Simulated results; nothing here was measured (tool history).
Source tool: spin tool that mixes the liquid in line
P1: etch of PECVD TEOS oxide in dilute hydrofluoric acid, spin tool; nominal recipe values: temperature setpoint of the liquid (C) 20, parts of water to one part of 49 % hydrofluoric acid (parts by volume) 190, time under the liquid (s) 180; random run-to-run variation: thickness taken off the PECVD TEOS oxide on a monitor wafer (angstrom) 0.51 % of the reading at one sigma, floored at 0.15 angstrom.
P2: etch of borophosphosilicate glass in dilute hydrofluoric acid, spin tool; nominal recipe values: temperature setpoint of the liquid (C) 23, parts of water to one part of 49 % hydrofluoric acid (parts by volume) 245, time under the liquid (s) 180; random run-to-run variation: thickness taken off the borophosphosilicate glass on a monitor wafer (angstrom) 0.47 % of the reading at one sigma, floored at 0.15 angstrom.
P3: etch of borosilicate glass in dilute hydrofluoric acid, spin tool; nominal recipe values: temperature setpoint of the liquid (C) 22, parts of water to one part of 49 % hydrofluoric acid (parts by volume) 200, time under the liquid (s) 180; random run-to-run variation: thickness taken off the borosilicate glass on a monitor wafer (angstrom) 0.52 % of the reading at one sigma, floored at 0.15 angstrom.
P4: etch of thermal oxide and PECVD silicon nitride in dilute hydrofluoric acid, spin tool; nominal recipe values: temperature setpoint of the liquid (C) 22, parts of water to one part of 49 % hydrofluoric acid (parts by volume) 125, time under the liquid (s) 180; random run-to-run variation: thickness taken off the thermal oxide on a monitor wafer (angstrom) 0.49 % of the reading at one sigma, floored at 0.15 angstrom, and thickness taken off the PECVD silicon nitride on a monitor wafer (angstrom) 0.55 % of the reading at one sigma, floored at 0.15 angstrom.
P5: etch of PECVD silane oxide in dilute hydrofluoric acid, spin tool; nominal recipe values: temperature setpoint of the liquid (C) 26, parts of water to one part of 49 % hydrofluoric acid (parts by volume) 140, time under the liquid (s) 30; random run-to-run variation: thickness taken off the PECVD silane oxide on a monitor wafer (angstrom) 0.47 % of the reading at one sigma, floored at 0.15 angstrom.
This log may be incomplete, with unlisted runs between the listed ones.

run,hour,process that ran,temperature setpoint of the liquid (C),parts of water to one part of 49 % hydrofluoric acid (parts by volume),time under the liquid (s),hours since the thermometer was replaced,hours since the hydrofluoric acid flow meter was replaced,thickness taken off the PECVD TEOS oxide on a monitor wafer (angstrom),thickness taken off the borosilicate glass on a monitor wafer (angstrom),thickness taken off the borophosphosilicate glass on a monitor wafer (angstrom),thickness taken off the thermal oxide on a monitor wafer (angstrom),thickness taken off the PECVD silicon nitride on a monitor wafer (angstrom),thickness taken off the PECVD silane oxide on a monitor wafer (angstrom)
1,3.8,P1,20,190,180,873.6,747.3,110.88,,,,,
2,6.8,P3,22,200,180,876.6,750.3,,328.56,,,,
3,9.8,P1,20,290,180,879.6,753.3,65.692,,,,,
4,12.9,P1,20,190,180,882.7,756.4,110.94,,,,,
5,16,P1,20,190,180,885.8,759.5,110.01,,,,,
6,18.7,P2,23,110,180,888.5,762.2,,,984.28,,,
7,24.1,P1,25.5,40,180,893.9,767.6,778.62,,,,,
8,29.6,P4,27.5,125,180,899.4,773.1,,,,77.752,59.23,
9,34.9,P1,20,190,180,904.7,778.4,111.03,,,,,
10,40.9,P4,22,125,180,910.7,784.4,,,,62.712,41.034,
11,43.7,P1,17,190,180,913.5,787.2,97.839,,,,,
12,46.4,P2,23,245,180,916.2,789.9,,,386.65,,,
13,51.6,P3,22,125,180,921.4,795.1,,579.1,,,,
14,56.5,P3,22,200,50,926.3,800,,91.658,,,,
15,59.9,P1,20,45,180,929.7,803.4,551.21,,,,,
16,63.6,P2,23,245,180,933.4,807.1,,,382.17,,,
17,66.6,P5,26,230,30,936.4,810.1,,,,,,42.692
18,70.5,P2,28,245,180,940.3,814,,,462.93,,,
19,76.7,P2,23,245,15,946.5,820.2,,,32.046,,,
20,82.9,P5,26,140,30,952.7,826.4,,,,,,77.527
21,88.5,P1,20,40,305,958.3,832,1048,,,,,
22,93.8,P1,20,190,75,963.6,837.3,46.408,,,,,
23,99.1,P4,22,125,280,968.9,842.6,,,,98.154,64.767,
24,103,P1,20,190,365,972.8,846.5,224.61,,,,,
25,108.9,P3,22,200,180,978.7,852.4,,328.34,,,,
26,114.6,P1,20,190,180,984.4,858.1,110.25,,,,,
27,120.6,P1,26.5,190,180,990.4,864.1,142.54,,,,,
28,123.9,P5,26,140,60,993.7,867.4,,,,,,155.12
29,127,P5,19,140,30,996.8,870.5,,,,,,59.478
30,133.2,P1,23.5,315,180,1003,876.7,67.032,,,,,
31,136.6,P4,22,185,180,1006.4,880.1,,,,39.724,28.654,
32,139.7,P3,28.5,200,180,1009.5,883.2,,423.75,,,,
33,143.4,P1,20,190,180,1013.2,886.9,111.31,,,,,
34,148,P1,20,190,180,1017.8,891.5,111.09,,,,,
35,151,P1,20,190,180,1020.8,894.5,108.43,,,,,
36,155.1,P1,20,190,180,1024.9,898.6,106.95,,,,,
37,161.2,P1,20,190,180,1031,904.7,107.09,,,,,
38,166.1,P1,20,190,180,1035.9,909.6,105.5,,,,,
39,170.7,P1,20,190,180,1040.5,914.2,104.78,,,,,
40,173.8,P1,20,190,180,1043.6,917.3,104.3,,,,,
41,179.3,P1,20,190,180,1049.1,922.8,103.9,,,,,
42,183.9,P1,20,190,180,1053.7,927.4,103.47,,,,,

Compared with where it was, what P1 gives has crept away. Each cause listed below fits the log as well as the rest, at the size given for it:
A: liquid colder than its thermometer reads (K) = 1.44
B: hydrofluoric acid flow below the setpoint (%) = 4.61
At approximately hour 148, the process output began to creep.

4 check runs are offered, one wafer each, their results left as question marks. Which one tells the causes apart?
check 1,188.5,P2,23,245,180,,,,,?,,,
check 2,188.5,P5,26,140,30,,,,,,,,?
check 3,188.5,P4,22,125,180,,,,,,?,?,
check 4,188.5,P3,22,200,180,,,,?,,,,

Outcome of each check run for each possible cause:
check,result,if A,if B
check 1,thickness taken off the borophosphosilicate glass on a monitor wafer (angstrom),364.27,362
check 2,thickness taken off the PECVD silane oxide on a monitor wafer (angstrom),73.524,73.475
check 3,thickness taken off the thermal oxide on a monitor wafer (angstrom),59.195,59.405
check 3,thickness taken off the PECVD silicon nitride on a monitor wafer (angstrom),37.743,39.667
check 4,thickness taken off the borosilicate glass on a monitor wafer (angstrom),312.03,311.33
Distance between the nearest two causes, measured in the result of the check that separates them most: check 1 0.62 %; check 2 0.07 %; check 3 4.97 %; check 4 0.23 %
The causes can be told apart only by check 3. The other checks would give nearly the same results under each of them.

After running check 3, the following was obtained: thickness taken off the thermal oxide on a monitor wafer (angstrom) 59.364; thickness taken off the PECVD silicon nitride on a monitor wafer (angstrom) 37.79. Which cause does this point to?

A is the cause: liquid colder than its thermometer reads (K).
